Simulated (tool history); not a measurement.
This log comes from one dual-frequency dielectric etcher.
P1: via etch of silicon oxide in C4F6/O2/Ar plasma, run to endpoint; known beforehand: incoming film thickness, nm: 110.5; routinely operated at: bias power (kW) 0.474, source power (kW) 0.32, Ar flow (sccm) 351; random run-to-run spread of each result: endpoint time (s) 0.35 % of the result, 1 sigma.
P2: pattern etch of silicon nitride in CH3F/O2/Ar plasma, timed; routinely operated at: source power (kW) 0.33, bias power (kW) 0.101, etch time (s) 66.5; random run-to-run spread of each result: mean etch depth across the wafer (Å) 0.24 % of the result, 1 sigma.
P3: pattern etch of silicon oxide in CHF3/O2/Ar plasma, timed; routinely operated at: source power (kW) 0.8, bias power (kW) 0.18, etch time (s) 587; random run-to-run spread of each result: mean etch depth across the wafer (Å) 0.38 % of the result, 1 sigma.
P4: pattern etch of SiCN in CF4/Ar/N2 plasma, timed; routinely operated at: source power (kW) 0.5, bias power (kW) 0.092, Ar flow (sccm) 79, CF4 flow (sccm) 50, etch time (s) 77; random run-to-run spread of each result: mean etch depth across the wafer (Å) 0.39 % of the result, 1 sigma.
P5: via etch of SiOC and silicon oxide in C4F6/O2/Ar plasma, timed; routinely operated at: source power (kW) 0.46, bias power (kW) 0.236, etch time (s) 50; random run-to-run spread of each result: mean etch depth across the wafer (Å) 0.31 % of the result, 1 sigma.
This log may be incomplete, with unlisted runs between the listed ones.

| run | day | process that ran | bias power (kW) | source power (kW) | Ar flow (sccm) | etch time (s) | CF4 flow (sccm) | hours since the last wet clean | hours since the last bias power generator calibration | hours since the last source power generator calibration | hours since the last Ar flow controller change | endpoint time (s) | mean etch depth across the wafer (Å) |
|---|---|---|---|---|---|---|---|---|---|---|---|---|---|
| 1 | 0.596 | P1 | 0.474 | 0.32 | 351 |  |  | 143.4 | 2039 | 852.4 | 577.2 | 26.293 |  |
| 2 | 1.196 | P2 | 0.101 | 0.33 |  | 66.5 |  | 157.8 | 2053.4 | 866.8 | 591.6 |  | 494.22 |
| 3 | 1.492 | P3 | 0.18 | 0.8 |  | 587 |  | 164.9 | 2060.5 | 873.9 | 598.7 |  | 13426 |
| 4 | 1.8 | P1 | 0.649 | 0.32 | 351 |  |  | 172.3 | 2067.9 | 881.3 | 606.1 | 23.195 |  |
| 5 | 2.292 | P2 | 0.101 | 0.33 |  | 66.5 |  | 184.1 | 2079.7 | 893.1 | 617.9 |  | 495.49 |
| 6 | 2.75 | P1 | 0.474 | 0.32 | 222 |  |  | 195.1 | 2090.7 | 904.1 | 628.9 | 24.939 |  |
| 7 | 3.171 | P1 | 0.474 | 0.32 | 351 |  |  | 205.2 | 2100.8 | 914.2 | 639 | 26.13 |  |
| 8 | 3.638 | P4 | 0.092 | 0.5 | 79 | 77 | 50 | 216.4 | 2112 | 925.4 | 650.2 |  | 750.34 |
| 9 | 4.271 | P2 | 0.101 | 0.33 |  | 37 |  | 231.6 | 2127.2 | 940.6 | 665.4 |  | 275.58 |
| 10 | 4.858 | P3 | 0.18 | 0.8 |  | 587 |  | 245.7 | 2141.3 | 954.7 | 679.5 |  | 13338 |
| 11 | 5.538 | P1 | 0.474 | 0.39 | 458 |  |  | 262 | 2157.6 | 971 | 695.8 | 25.088 |  |
| 12 | 6.017 | P5 | 0.163 | 0.46 |  | 50 |  | 273.5 | 2169.1 | 982.5 | 707.3 |  | 563.29 |
| 13 | 6.7 | P4 | 0.092 | 0.5 | 79 | 77 | 33 | 289.9 | 2185.5 | 998.9 | 723.7 |  | 710.12 |
|  | 6.833 | source power generator calibrated |
| 14 | 7.129 | P1 | 0.474 | 0.27 | 466 |  |  | 300.2 | 2195.8 | 7.2 | 734 | 28.575 |  |
| 15 | 7.671 | P2 | 0.101 | 0.2 |  | 66.5 |  | 313.2 | 2208.8 | 20.2 | 747 |  | 409.62 |
| 16 | 8 | P4 | 0.068 | 0.5 | 79 | 77 | 50 | 321.1 | 2216.7 | 28.1 | 754.9 |  | 671 |
| 17 | 8.579 | P3 | 0.236 | 0.8 |  | 587 |  | 335 | 2230.6 | 42 | 768.8 |  | 14586 |
| 18 | 8.962 | P1 | 0.369 | 0.32 | 351 |  |  | 344.2 | 2239.8 | 51.2 | 778 | 28.675 |  |
| 19 | 9.358 | P2 | 0.128 | 0.33 |  | 66.5 |  | 353.7 | 2249.3 | 60.7 | 787.5 |  | 542.48 |
| 20 | 9.929 | P5 | 0.236 | 0.46 |  | 50 |  | 367.4 | 2263 | 74.4 | 801.2 |  | 641.04 |
| 21 | 10.588 | P4 | 0.092 | 0.5 | 54 | 77 | 50 | 383.2 | 2278.8 | 90.2 | 817 |  | 791.29 |
|  | 10.992 | bias power generator calibrated |
| 22 | 11.154 | P1 | 0.474 | 0.2 | 351 |  |  | 396.8 | 4 | 103.8 | 830.6 | 31.115 |  |
| 23 | 11.633 | P5 | 0.236 | 0.46 |  | 50 |  | 408.3 | 15.5 | 115.3 | 842.1 |  | 634.37 |
| 24 | 12.312 | P4 | 0.092 | 0.5 | 79 | 113.5 | 50 | 424.6 | 31.8 | 131.6 | 858.4 |  | 1104.8 |
| 25 | 12.633 | P5 | 0.236 | 0.46 |  | 29 |  | 432.3 | 39.5 | 139.3 | 866.1 |  | 370.29 |
| 26 | 13.125 | P4 | 0.092 | 0.38 | 79 | 77 | 50 | 444.1 | 51.3 | 151.1 | 877.9 |  | 591.84 |
| 27 | 13.642 | P1 | 0.474 | 0.32 | 453 |  |  | 456.5 | 63.7 | 163.5 | 890.3 | 26.99 |  |
| 28 | 13.946 | P1 | 0.474 | 0.32 | 351 |  |  | 463.8 | 71 | 170.8 | 897.6 | 26.155 |  |
| 29 | 14.304 | P4 | 0.092 | 0.5 | 79 | 77 | 50 | 472.4 | 79.6 | 179.4 | 906.2 |  | 751.38 |
| 30 | 14.854 | P1 | 0.474 | 0.32 | 351 |  |  | 485.6 | 92.8 | 192.6 | 919.4 | 26.283 |  |
| 31 | 15.212 | P1 | 0.474 | 0.4 | 351 |  |  | 494.2 | 101.4 | 201.2 | 928 | 23.928 |  |

Estimate the outcome of run 32 from the log above:
| 32 | 15.846 | P3 | 0.18 | 0.8 |  | 351.5 |  | 509.4 | 116.6 | 216.4 | 943.2 |  | ? |

{"run 32": {"mean etch depth across the wafer (Å)": 8000}}

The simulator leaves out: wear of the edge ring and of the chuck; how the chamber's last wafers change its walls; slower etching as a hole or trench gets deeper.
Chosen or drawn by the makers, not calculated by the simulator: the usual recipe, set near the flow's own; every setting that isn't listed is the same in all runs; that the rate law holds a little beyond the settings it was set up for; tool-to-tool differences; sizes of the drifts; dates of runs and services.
